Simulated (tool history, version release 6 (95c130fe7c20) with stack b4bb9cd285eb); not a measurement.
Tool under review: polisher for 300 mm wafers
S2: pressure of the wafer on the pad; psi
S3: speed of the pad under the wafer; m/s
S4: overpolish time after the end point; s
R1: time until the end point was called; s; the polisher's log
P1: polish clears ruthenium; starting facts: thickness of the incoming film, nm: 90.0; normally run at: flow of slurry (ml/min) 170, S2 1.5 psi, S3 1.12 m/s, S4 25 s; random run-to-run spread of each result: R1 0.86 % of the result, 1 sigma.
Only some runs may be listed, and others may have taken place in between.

Run 1, hour 8: flow of slurry (ml/min) 170, S2 1.5 psi, S3 1.12 m/s, S4 25 s. Result: R1 106.07 s.
Run 2, hour 16.3: flow of slurry (ml/min) 170, S2 1.5 psi, S3 1.7 m/s, S4 25 s. Result: R1 69.096 s.
Run 3, hour 25.4: flow of slurry (ml/min) 270, S2 1.5 psi, S3 1.12 m/s, S4 25 s. Result: R1 100.53 s.
Run 4, hour 32.2: flow of slurry (ml/min) 170, S2 0.8 psi, S3 1.68 m/s, S4 25 s. Result: R1 133.06 s.
Run 5, hour 37.7: flow of slurry (ml/min) 170, S2 0.9 psi, S3 1.12 m/s, S4 25 s. Result: R1 176.56 s.
Run 6, hour 42.2: flow of slurry (ml/min) 170, S2 1.5 psi, S3 1.12 m/s, S4 25 s. Result: R1 107.25 s.
Run 7, hour 48.4: flow of slurry (ml/min) 100, S2 1.5 psi, S3 1.12 m/s, S4 25 s. Result: R1 117.25 s.
Run 8, hour 56: flow of slurry (ml/min) 170, S2 1.5 psi, S3 1.12 m/s, S4 25 s. Result: R1 106.49 s.
Run 9, hour 64.9: flow of slurry (ml/min) 170, S2 1.5 psi, S3 0.7 m/s, S4 25 s. Result: R1 167.96 s.
Run 10, hour 71.1: flow of slurry (ml/min) 170, S2 1.5 psi, S3 1.12 m/s, S4 25 s. Result: R1 106.53 s.
Run 11, hour 76.1: flow of slurry (ml/min) 170, S2 2.2 psi, S3 1.12 m/s, S4 25 s. Result: R1 71.78 s.
Run 12, hour 85.1: flow of slurry (ml/min) 170, S2 1.5 psi, S3 1.12 m/s, S4 48 s. Result: R1 105.19 s.
Run 13, hour 93.5: flow of slurry (ml/min) 170, S2 1.5 psi, S3 1.12 m/s, S4 8 s. Result: R1 105.09 s.

Estimate the outcome of run 14 from the log above:
Run 14, hour 98.3: flow of slurry (ml/min) 170, S2 1.5 psi, S3 1.12 m/s, S4 25 s. Result: R1 ?.

R1: 106.47 s
